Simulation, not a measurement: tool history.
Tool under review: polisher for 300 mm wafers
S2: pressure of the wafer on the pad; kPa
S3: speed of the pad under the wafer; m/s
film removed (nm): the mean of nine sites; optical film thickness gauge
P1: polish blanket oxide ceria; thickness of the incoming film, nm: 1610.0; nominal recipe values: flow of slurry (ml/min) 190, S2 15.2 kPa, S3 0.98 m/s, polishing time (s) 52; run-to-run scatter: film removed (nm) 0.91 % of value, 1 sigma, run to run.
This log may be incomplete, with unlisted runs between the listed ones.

Run 1, day 0.408: flow of slurry (ml/min) 190, S2 15.2 kPa, S3 0.98 m/s, polishing time (s) 52. Result: film removed (nm) 147.88.
Run 2, day 0.646: flow of slurry (ml/min) 190, S2 24.1 kPa, S3 0.98 m/s, polishing time (s) 52. Result: film removed (nm) 237.74.
Run 3, day 0.892: flow of slurry (ml/min) 190, S2 15.2 kPa, S3 0.98 m/s, polishing time (s) 52. Result: film removed (nm) 148.46.
Run 4, day 1.258: flow of slurry (ml/min) 190, S2 15.2 kPa, S3 0.98 m/s, polishing time (s) 52. Result: film removed (nm) 150.75.
Run 5, day 1.475: flow of slurry (ml/min) 190, S2 11 kPa, S3 1.46 m/s, polishing time (s) 52. Result: film removed (nm) 160.76.
Run 6, day 1.925: flow of slurry (ml/min) 115, S2 15.2 kPa, S3 0.98 m/s, polishing time (s) 52. Result: film removed (nm) 134.96.
Run 7, day 2.367: flow of slurry (ml/min) 190, S2 15.2 kPa, S3 0.58 m/s, polishing time (s) 52. Result: film removed (nm) 88.942.
Run 8, day 2.604: flow of slurry (ml/min) 270, S2 15.2 kPa, S3 0.98 m/s, polishing time (s) 52. Result: film removed (nm) 154.46.
Run 9, day 3.071: flow of slurry (ml/min) 190, S2 20.7 kPa, S3 0.98 m/s, polishing time (s) 80. Result: film removed (nm) 311.61.
Run 10, day 3.338: flow of slurry (ml/min) 190, S2 15.2 kPa, S3 0.98 m/s, polishing time (s) 25. Result: film removed (nm) 71.159.
Run 11, day 3.562: flow of slurry (ml/min) 190, S2 6.9 kPa, S3 0.98 m/s, polishing time (s) 52. Result: film removed (nm) 67.741.
Run 12, day 3.896: flow of slurry (ml/min) 190, S2 15.2 kPa, S3 0.98 m/s, polishing time (s) 75. Result: film removed (nm) 213.39.
Run 13, day 4.333: flow of slurry (ml/min) 190, S2 15.2 kPa, S3 0.98 m/s, polishing time (s) 52. Result: film removed (nm) 146.86.
Run 14, day 4.683: flow of slurry (ml/min) 190, S2 15.2 kPa, S3 0.98 m/s, polishing time (s) 52. Result: film removed (nm) 147.3.
Run 15, day 4.988: flow of slurry (ml/min) 190, S2 15.2 kPa, S3 1.48 m/s, polishing time (s) 52. Result: film removed (nm) 222.55.
Run 16, day 5.258: flow of slurry (ml/min) 190, S2 15.2 kPa, S3 0.98 m/s, polishing time (s) 52. Result: film removed (nm) 148.92.
Run 17, day 5.5: flow of slurry (ml/min) 190, S2 15.2 kPa, S3 0.98 m/s, polishing time (s) 52. Result: film removed (nm) 145.6.
Run 18, day 5.75: flow of slurry (ml/min) 190, S2 15.2 kPa, S3 0.98 m/s, polishing time (s) 52. Result: film removed (nm) 142.71.
Run 19, day 6.067: flow of slurry (ml/min) 190, S2 15.2 kPa, S3 0.98 m/s, polishing time (s) 52. Result: film removed (nm) 141.01.
Run 20, day 6.454: flow of slurry (ml/min) 190, S2 15.2 kPa, S3 0.98 m/s, polishing time (s) 52. Result: film removed (nm) 140.39.
At day 6.733: head pressure recalibrated.
Run 21, day 6.892: flow of slurry (ml/min) 190, S2 15.2 kPa, S3 0.98 m/s, polishing time (s) 52. Result: film removed (nm) 139.32.
Run 22, day 7.129: flow of slurry (ml/min) 190, S2 15.2 kPa, S3 0.98 m/s, polishing time (s) 52. Result: film removed (nm) 136.86.
Run 23, day 7.404: flow of slurry (ml/min) 190, S2 15.2 kPa, S3 0.98 m/s, polishing time (s) 52. Result: film removed (nm) 136.87.
Run 24, day 7.721: flow of slurry (ml/min) 190, S2 15.2 kPa, S3 0.98 m/s, polishing time (s) 52. Result: film removed (nm) 138.94.

Run 25 is up next; what results do you expect?
Run 25, day 8.008: flow of slurry (ml/min) 190, S2 15.2 kPa, S3 0.98 m/s, polishing time (s) 52. Result: film removed (nm) ?.

film removed (nm): 138.33
